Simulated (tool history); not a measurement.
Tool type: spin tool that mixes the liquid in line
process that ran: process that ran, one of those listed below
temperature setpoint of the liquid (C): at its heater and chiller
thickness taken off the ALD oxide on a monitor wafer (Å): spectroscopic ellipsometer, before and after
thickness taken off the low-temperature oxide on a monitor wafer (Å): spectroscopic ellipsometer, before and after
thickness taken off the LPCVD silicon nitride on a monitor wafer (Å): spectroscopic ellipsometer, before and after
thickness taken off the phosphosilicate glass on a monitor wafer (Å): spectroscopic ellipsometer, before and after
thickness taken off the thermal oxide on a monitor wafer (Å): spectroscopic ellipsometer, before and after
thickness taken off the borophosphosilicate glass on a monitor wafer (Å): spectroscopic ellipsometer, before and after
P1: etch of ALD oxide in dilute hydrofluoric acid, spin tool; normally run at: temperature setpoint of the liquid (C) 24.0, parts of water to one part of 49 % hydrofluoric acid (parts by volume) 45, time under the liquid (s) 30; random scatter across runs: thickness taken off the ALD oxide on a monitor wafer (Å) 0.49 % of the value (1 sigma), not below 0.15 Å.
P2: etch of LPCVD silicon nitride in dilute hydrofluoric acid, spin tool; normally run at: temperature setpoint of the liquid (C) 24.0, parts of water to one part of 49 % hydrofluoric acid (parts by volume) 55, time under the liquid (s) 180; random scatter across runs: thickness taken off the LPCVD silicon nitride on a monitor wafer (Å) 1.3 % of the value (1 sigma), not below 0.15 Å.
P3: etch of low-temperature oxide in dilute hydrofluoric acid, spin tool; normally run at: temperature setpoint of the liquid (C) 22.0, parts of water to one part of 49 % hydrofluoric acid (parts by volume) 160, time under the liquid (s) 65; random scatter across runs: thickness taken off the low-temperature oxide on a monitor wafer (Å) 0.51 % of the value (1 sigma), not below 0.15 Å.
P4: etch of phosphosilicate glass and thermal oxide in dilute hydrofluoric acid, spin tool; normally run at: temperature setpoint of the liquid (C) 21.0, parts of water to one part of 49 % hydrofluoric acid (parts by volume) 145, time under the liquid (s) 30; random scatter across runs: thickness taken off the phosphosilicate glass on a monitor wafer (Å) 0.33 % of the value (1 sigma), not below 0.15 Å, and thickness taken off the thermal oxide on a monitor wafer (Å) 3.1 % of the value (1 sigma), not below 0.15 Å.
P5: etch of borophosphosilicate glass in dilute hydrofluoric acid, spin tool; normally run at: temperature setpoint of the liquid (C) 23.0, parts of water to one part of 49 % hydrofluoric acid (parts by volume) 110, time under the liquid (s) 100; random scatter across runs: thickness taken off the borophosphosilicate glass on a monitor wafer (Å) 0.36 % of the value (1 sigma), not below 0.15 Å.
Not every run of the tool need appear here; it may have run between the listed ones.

| run | hour | process that ran | temperature setpoint of the liquid (C) | parts of water to one part of 49 % hydrofluoric acid (parts by volume) | time under the liquid (s) | hours since the thermometer was replaced | hours since the hydrofluoric acid flow meter was replaced | thickness taken off the ALD oxide on a monitor wafer (Å) | thickness taken off the low-temperature oxide on a monitor wafer (Å) | thickness taken off the LPCVD silicon nitride on a monitor wafer (Å) | thickness taken off the phosphosilicate glass on a monitor wafer (Å) | thickness taken off the thermal oxide on a monitor wafer (Å) | thickness taken off the borophosphosilicate glass on a monitor wafer (Å) |
|---|---|---|---|---|---|---|---|---|---|---|---|---|---|
| 1 | 7.8 | P1 | 24.0 | 45 | 30 | 758.2 | 1652.6 | 236.86 |  |  |  |  |  |
| 2 | 17.7 | P3 | 17.0 | 160 | 65 | 768.1 | 1662.5 |  | 70.640 |  |  |  |  |
| 3 | 27.5 | P2 | 19.5 | 55 | 180 | 777.9 | 1672.3 |  |  | 12.484 |  |  |  |
| 4 | 38.1 | P3 | 22.0 | 160 | 15 | 788.5 | 1682.9 |  | 19.846 |  |  |  |  |
| 5 | 48.5 | P3 | 22.0 | 160 | 65 | 798.9 | 1693.3 |  | 86.978 |  |  |  |  |
| 6 | 56.4 | P1 | 24.0 | 20 | 15 | 806.8 | 1701.2 | 274.48 |  |  |  |  |  |
| 7 | 63.3 | P2 | 24.0 | 55 | 180 | 813.7 | 1708.1 |  |  | 16.596 |  |  |  |
| 8 | 74.5 | P1 | 24.0 | 45 | 30 | 824.9 | 1719.3 | 235.18 |  |  |  |  |  |
| 9 | 79.8 | P1 | 24.0 | 80 | 30 | 830.2 | 1724.6 | 127.48 |  |  |  |  |  |
| 10 | 88.7 | P4 | 21.0 | 145 | 15 | 839.1 | 1733.5 |  |  |  | 64.416 | 4.3077 |  |
| 11 | 97.6 | P2 | 24.0 | 55 | 295 | 848.0 | 1742.4 |  |  | 27.711 |  |  |  |
| 12 | 102.7 | P3 | 22.0 | 60 | 65 | 853.1 | 1747.5 |  | 259.870 |  |  |  |  |
| 13 | 107.8 | P4 | 17.0 | 145 | 30 | 858.2 | 1752.6 |  |  |  | 111.040 | 6.9427 |  |
| 14 | 115.8 | P5 | 23.0 | 110 | 175 | 866.2 | 1760.6 |  |  |  |  |  | 489.50 |
| 15 | 126.0 | P5 | 30.5 | 110 | 100 | 876.4 | 1770.8 |  |  |  |  |  | 370.01 |
| 16 | 134.3 | P2 | 24.0 | 80 | 180 | 884.7 | 1779.1 |  |  | 11.598 |  |  |  |
| 17 | 141.8 | P5 | 23.0 | 110 | 100 | 892.2 | 1786.6 |  |  |  |  |  | 275.93 |
| 18 | 152.0 | P5 | 23.0 | 110 | 100 | 902.4 | 1796.8 |  |  |  |  |  | 278.71 |
| 19 | 159.2 | P1 | 24.0 | 45 | 55 | 909.6 | 1804.0 | 431.63 |  |  |  |  |  |
| 20 | 166.2 | P4 | 21.0 | 145 | 30 | 916.6 | 1811.0 |  |  |  | 129.690 | 7.9144 |  |
| 21 | 174.6 | P3 | 22.0 | 160 | 65 | 925.0 | 1819.4 |  | 85.992 |  |  |  |  |
| 22 | 184.0 | P1 | 24.0 | 45 | 30 | 934.4 | 1828.8 | 235.29 |  |  |  |  |  |
| 23 | 192.2 | P1 | 24.0 | 25 | 30 | 942.6 | 1837.0 | 438.11 |  |  |  |  |  |
| 24 | 199.2 | P4 | 21.0 | 50 | 30 | 949.6 | 1844.0 |  |  |  | 423.200 | 27.3010 |  |
| 25 | 206.9 | P5 | 23.0 | 30 | 100 | 957.3 | 1851.7 |  |  |  |  |  | 1127.90 |
| 26 | 212.6 | P1 | 24.0 | 45 | 15 | 963.0 | 1857.4 | 116.46 |  |  |  |  |  |
| 27 | 221.4 | P1 | 32.0 | 45 | 30 | 971.8 | 1866.2 | 325.61 |  |  |  |  |  |
| 28 | 227.6 | P1 | 24.0 | 45 | 30 | 978.0 | 1872.4 | 235.05 |  |  |  |  |  |
| 29 | 235.8 | P1 | 17.0 | 45 | 30 | 986.2 | 1880.6 | 175.24 |  |  |  |  |  |
| 30 | 243.4 | P1 | 24.0 | 45 | 30 | 993.8 | 1888.2 | 234.84 |  |  |  |  |  |
| 31 | 249.7 | P1 | 24.0 | 45 | 30 | 1000.1 | 1894.5 | 233.24 |  |  |  |  |  |
| 32 | 256.8 | P1 | 24.0 | 45 | 30 | 1007.2 | 1901.6 | 227.68 |  |  |  |  |  |
| 33 | 264.5 | P1 | 24.0 | 45 | 30 | 1014.9 | 1909.3 | 224.29 |  |  |  |  |  |
| 34 | 275.3 | P1 | 24.0 | 45 | 30 | 1025.7 | 1920.1 | 220.19 |  |  |  |  |  |
| 35 | 281.5 | P1 | 24.0 | 45 | 30 | 1031.9 | 1926.3 | 218.68 |  |  |  |  |  |
| 36 | 286.8 | P1 | 24.0 | 45 | 30 | 1037.2 | 1931.6 | 219.30 |  |  |  |  |  |
| 37 | 295.0 | P1 | 24.0 | 45 | 30 | 1045.4 | 1939.8 | 217.42 |  |  |  |  |  |
| 38 | 306.0 | P1 | 24.0 | 45 | 30 | 1056.4 | 1950.8 | 216.77 |  |  |  |  |  |
| 39 | 311.4 | P1 | 24.0 | 45 | 30 | 1061.8 | 1956.2 | 215.79 |  |  |  |  |  |

The log shows P1 creeping away from where it was. Any of the 2 causes listed here, at the size stated for it, fits the log just as well as the others:
A: liquid colder than its thermometer reads (K) = 2.03
B: hydrofluoric acid flow below the setpoint (%) = 7.63
The process output started creeping at around hour 249.7.

You are offered 4 check runs, listed below with question marks in place of their results; each one averages 5 wafers. Which run separates the listed causes by giving clearly different results for each?
| check 1 | 316.8 | P2 | 24.0 | 55 | 250 |  |  |  |  | ? |  |  |  |
| check 2 | 316.8 | P4 | 21.0 | 50 | 15 |  |  |  |  |  | ? | ? |  |
| check 3 | 316.8 | P3 | 22.0 | 60 | 20 |  |  |  | ? |  |  |  |  |
| check 4 | 316.8 | P5 | 29.5 | 30 | 100 |  |  |  |  |  |  |  | ? |

If the cause were each of the candidates in turn, the checks would give the following:
| check | result | if A | if B |
|---|---|---|---|
| check 1 | thickness taken off the LPCVD silicon nitride on a monitor wafer (Å) | 20.417 | 21.675 |
| check 2 | thickness taken off the phosphosilicate glass on a monitor wafer (Å) | 192.300 | 192.640 |
| check 2 | thickness taken off the thermal oxide on a monitor wafer (Å) | 12.2900 | 12.3120 |
| check 3 | thickness taken off the low-temperature oxide on a monitor wafer (Å) | 73.054 | 73.008 |
| check 4 | thickness taken off the borophosphosilicate glass on a monitor wafer (Å) | 1350.90 | 1349.40 |
Minimum pairwise separation of causes per check, each pair taken at its best-separating result: check 1 5.98 %; check 2 0.18 %; check 3 0.06 %; check 4 0.11 %
Check 1 distinguishes between the causes, while the remaining checks would return nearly the same result for all of them.

The results of check 1 are: thickness taken off the LPCVD silicon nitride on a monitor wafer (Å) 21.684. Based on these, which of the listed causes is it?

The cause is B: hydrofluoric acid flow below the setpoint (%).

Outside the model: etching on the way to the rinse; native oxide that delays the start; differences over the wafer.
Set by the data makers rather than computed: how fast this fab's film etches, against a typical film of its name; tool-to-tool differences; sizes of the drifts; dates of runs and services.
